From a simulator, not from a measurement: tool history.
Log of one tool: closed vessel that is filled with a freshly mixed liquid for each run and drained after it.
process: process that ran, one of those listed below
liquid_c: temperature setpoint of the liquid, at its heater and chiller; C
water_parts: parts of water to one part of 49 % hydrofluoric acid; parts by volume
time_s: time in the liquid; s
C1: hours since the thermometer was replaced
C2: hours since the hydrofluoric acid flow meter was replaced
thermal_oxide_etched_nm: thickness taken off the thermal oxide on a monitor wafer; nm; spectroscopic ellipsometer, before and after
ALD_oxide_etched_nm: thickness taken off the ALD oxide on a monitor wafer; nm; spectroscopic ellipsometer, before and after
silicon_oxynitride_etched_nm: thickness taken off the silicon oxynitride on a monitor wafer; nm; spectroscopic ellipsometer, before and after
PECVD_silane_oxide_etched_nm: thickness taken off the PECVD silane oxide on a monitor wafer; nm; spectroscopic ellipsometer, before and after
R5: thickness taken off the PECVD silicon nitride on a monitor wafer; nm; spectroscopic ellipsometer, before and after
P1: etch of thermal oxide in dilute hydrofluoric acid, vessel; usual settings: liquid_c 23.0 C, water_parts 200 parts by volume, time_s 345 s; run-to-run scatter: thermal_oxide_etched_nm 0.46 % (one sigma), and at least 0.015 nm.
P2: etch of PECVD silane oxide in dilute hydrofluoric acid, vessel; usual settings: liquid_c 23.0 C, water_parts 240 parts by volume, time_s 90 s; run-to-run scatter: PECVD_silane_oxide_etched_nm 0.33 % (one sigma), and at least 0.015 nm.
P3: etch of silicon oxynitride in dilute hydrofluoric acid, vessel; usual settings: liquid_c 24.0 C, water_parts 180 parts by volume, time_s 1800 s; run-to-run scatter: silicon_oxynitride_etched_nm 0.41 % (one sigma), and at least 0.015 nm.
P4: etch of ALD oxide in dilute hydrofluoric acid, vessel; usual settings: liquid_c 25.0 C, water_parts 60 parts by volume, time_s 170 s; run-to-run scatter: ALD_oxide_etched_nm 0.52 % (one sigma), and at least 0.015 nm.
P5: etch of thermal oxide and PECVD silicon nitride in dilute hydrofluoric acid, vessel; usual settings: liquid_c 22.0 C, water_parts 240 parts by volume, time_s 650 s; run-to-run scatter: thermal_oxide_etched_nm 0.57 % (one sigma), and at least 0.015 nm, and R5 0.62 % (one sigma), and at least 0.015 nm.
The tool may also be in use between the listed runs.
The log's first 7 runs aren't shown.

Run 8, hour 60.6: process P1, liquid_c 23.0 C, water_parts 200 parts by volume, time_s 345 s; C1 389.9; C2 462.7. Result: thermal_oxide_etched_nm 6.8597 nm.
Run 9, hour 68.7: process P4, liquid_c 33.5 C, water_parts 60 parts by volume, time_s 170 s; C1 398.0; C2 470.8. Result: ALD_oxide_etched_nm 71.016 nm.
Run 10, hour 77.8: process P2, liquid_c 17.0 C, water_parts 240 parts by volume, time_s 90 s; C1 407.1; C2 479.9. Result: PECVD_silane_oxide_etched_nm 5.3044 nm.
Run 11, hour 85.0: process P2, liquid_c 23.0 C, water_parts 415 parts by volume, time_s 90 s; C1 414.3; C2 487.1. Result: PECVD_silane_oxide_etched_nm 3.2703 nm.
Run 12, hour 92.8: process P1, liquid_c 28.5 C, water_parts 200 parts by volume, time_s 110 s; C1 422.1; C2 494.9. Result: thermal_oxide_etched_nm 2.6582 nm.
Run 13, hour 103.0: process P3, liquid_c 28.0 C, water_parts 180 parts by volume, time_s 1800 s; C1 432.3; C2 505.1. Result: silicon_oxynitride_etched_nm 30.03200 nm.
Run 14, hour 110.7: process P1, liquid_c 29.0 C, water_parts 75 parts by volume, time_s 345 s; C1 440.0; C2 512.8. Result: thermal_oxide_etched_nm 26.8900 nm.
Run 15, hour 117.1: process P5, liquid_c 22.0 C, water_parts 240 parts by volume, time_s 650 s; C1 446.4; C2 519.2. Result: thermal_oxide_etched_nm 10.4060 nm, R5 4.1409 nm.
Run 16, hour 126.7: process P1, liquid_c 23.0 C, water_parts 200 parts by volume, time_s 555 s; C1 456.0; C2 528.8. Result: thermal_oxide_etched_nm 11.0460 nm.
Run 17, hour 131.9: process P5, liquid_c 17.0 C, water_parts 240 parts by volume, time_s 650 s; C1 461.2; C2 534.0. Result: thermal_oxide_etched_nm 8.6556 nm, R5 2.9902 nm.
Run 18, hour 139.4: process P5, liquid_c 22.0 C, water_parts 405 parts by volume, time_s 650 s; C1 468.7; C2 541.5. Result: thermal_oxide_etched_nm 5.3195 nm, R5 2.4569 nm.
Run 19, hour 147.6: process P1, liquid_c 23.0 C, water_parts 200 parts by volume, time_s 345 s; C1 476.9; C2 549.7. Result: thermal_oxide_etched_nm 6.8850 nm.
Run 20, hour 153.7: process P1, liquid_c 23.0 C, water_parts 200 parts by volume, time_s 345 s; C1 483.0; C2 555.8. Result: thermal_oxide_etched_nm 6.8830 nm.
Run 21, hour 164.9: process P5, liquid_c 22.0 C, water_parts 240 parts by volume, time_s 130 s; C1 494.2; C2 567.0. Result: thermal_oxide_etched_nm 2.1078 nm, R5 0.8240 nm.
Run 22, hour 171.8: process P4, liquid_c 25.0 C, water_parts 95 parts by volume, time_s 170 s; C1 501.1; C2 573.9. Result: ALD_oxide_etched_nm 30.652 nm.
Run 23, hour 182.4: process P1, liquid_c 31.0 C, water_parts 275 parts by volume, time_s 345 s; C1 511.7; C2 584.5. Result: thermal_oxide_etched_nm 6.1049 nm.
Run 24, hour 192.5: process P1, liquid_c 17.0 C, water_parts 200 parts by volume, time_s 345 s; C1 521.8; C2 594.6. Result: thermal_oxide_etched_nm 5.4531 nm.

Forecast run 25:
Run 25, hour 199.5: process P3, liquid_c 24.0 C, water_parts 180 parts by volume, time_s 45 s; C1 528.8; C2 601.6. Result: silicon_oxynitride_etched_nm ?.

silicon_oxynitride_etched_nm: 0.63451 nm
